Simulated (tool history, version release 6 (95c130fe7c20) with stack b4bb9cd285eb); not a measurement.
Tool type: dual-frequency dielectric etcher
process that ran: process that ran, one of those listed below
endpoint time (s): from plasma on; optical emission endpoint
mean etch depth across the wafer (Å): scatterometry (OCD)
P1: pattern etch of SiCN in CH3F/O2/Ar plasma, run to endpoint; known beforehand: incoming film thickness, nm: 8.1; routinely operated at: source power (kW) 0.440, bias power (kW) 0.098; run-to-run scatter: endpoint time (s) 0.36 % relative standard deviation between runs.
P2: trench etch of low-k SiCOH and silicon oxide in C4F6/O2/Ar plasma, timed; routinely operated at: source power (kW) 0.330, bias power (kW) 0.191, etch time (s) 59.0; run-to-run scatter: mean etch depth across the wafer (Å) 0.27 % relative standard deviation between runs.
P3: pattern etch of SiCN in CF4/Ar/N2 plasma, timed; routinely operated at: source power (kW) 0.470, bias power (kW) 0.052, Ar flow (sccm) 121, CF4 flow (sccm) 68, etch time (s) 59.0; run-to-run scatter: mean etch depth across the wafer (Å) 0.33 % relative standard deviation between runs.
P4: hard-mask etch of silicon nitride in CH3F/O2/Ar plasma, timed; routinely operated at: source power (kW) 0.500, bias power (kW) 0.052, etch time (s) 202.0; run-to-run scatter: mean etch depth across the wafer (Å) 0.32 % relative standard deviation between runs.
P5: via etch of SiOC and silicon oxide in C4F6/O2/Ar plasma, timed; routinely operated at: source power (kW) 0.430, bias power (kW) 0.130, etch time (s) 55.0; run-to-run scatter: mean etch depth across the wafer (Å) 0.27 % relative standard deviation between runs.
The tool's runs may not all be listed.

run	hour	process that ran	source power (kW)	bias power (kW)	etch time (s)	Ar flow (sccm)	CF4 flow (sccm)	hours since the last wet clean	hours since the last source power generator calibration	hours since the last bias power generator calibration	endpoint time (s)	mean etch depth across the wafer (Å)
1	5.5	P1	0.440	0.098				96.5	2124.5	1165.0	18.240	
2	11.9	P1	0.440	0.098				102.9	2130.9	1171.4	18.252	
3	16.0	P1	0.440	0.098				107.0	2135.0	1175.5	18.251	
4	21.2	P5	0.330	0.130	55.0			112.2	2140.2	1180.7		528.48
5	27.0	P5	0.430	0.130	55.0			118.0	2146.0	1186.5		586.30
6	33.4	P2	0.330	0.191	59.0			124.4	2152.4	1192.9		1855.30
7	39.1	P1	0.350	0.114				130.1	2158.1	1198.6	18.683	
8	43.9	P3	0.470	0.052	59.0	166	68	134.9	2162.9	1203.4		433.28
9	47.2	P2	0.330	0.240	59.0			138.2	2166.2	1206.7		2002.10
10	54.0	P1	0.440	0.073				145.0	2173.0	1213.5	20.377	
11	59.3	P3	0.470	0.052	32.5	121	68	150.3	2178.3	1218.8		253.19
12	63.0	P3	0.470	0.052	59.0	121	68	154.0	2182.0	1222.5		456.33
13	66.8	P4	0.500	0.052	202.0			157.8	2185.8	1226.3		1369.80
14	73.4	P1	0.440	0.137				164.4	2192.4	1232.9	15.983	
15	80.6	P5	0.430	0.130	82.5			171.6	2199.6	1240.1		880.22
# hour 81.7: wet clean of the chamber
16	86.9	P1	0.440	0.098				5.2	2205.9	1246.4	18.065	
17	91.4	P4	0.500	0.066	202.0			9.7	2210.4	1250.9		1478.10
18	96.8	P3	0.470	0.052	59.0	121	85	15.1	2215.8	1256.3		477.88
19	103.8	P1	0.520	0.098				22.1	2222.8	1263.3	17.171	
20	109.7	P1	0.330	0.098				28.0	2228.7	1269.2	20.216	
21	113.4	P4	0.300	0.052	202.0			31.7	2232.4	1272.9		1121.90
22	117.4	P2	0.430	0.191	59.0			35.7	2236.4	1276.9		2060.70
23	123.3	P1	0.440	0.098				41.6	2242.3	1282.8	18.215	
24	126.6	P1	0.440	0.098				44.9	2245.6	1286.1	18.133	
25	132.5	P4	0.500	0.052	156.0			50.8	2251.5	1292.0		1054.30
26	136.3	P3	0.470	0.040	59.0	121	68	54.6	2255.3	1295.8		420.04
27	139.5	P2	0.330	0.191	85.0			57.8	2258.5	1299.0		2674.80
28	144.4	P5	0.430	0.165	55.0			62.7	2263.4	1303.9		632.48
29	148.8	P3	0.470	0.052	59.0	121	68	67.1	2267.8	1308.3		461.40
30	154.0	P3	0.320	0.052	59.0	121	68	72.3	2273.0	1313.5		326.24
31	160.4	P5	0.430	0.130	55.0			78.7	2279.4	1319.9		586.90
32	164.3	P1	0.440	0.098				82.6	2283.3	1323.8	18.159	
33	170.9	P1	0.440	0.098				89.2	2289.9	1330.4	18.003	
34	176.1	P1	0.440	0.098				94.4	2295.1	1335.6	17.899	
35	180.9	P1	0.440	0.098				99.2	2299.9	1340.4	17.962	
# hour 186.9: wet clean of the chamber
36	187.9	P1	0.440	0.098				1.0	2306.9	1347.4	17.947	
37	191.2	P1	0.440	0.098				4.3	2310.2	1350.7	17.930	
38	195.6	P1	0.440	0.098				8.7	2314.6	1355.1	17.954	
39	202.5	P1	0.440	0.098				15.6	2321.5	1362.0	17.901	
40	209.6	P1	0.440	0.098				22.7	2328.6	1369.1	17.901	
41	213.7	P1	0.440	0.098				26.8	2332.7	1373.2	17.761	

Estimate the outcome of run 42 from the log above:
42	219.5	P1	0.440	0.098				32.6	2338.5	1379.0	?	

Run 42 measured endpoint time (s) 17.857.
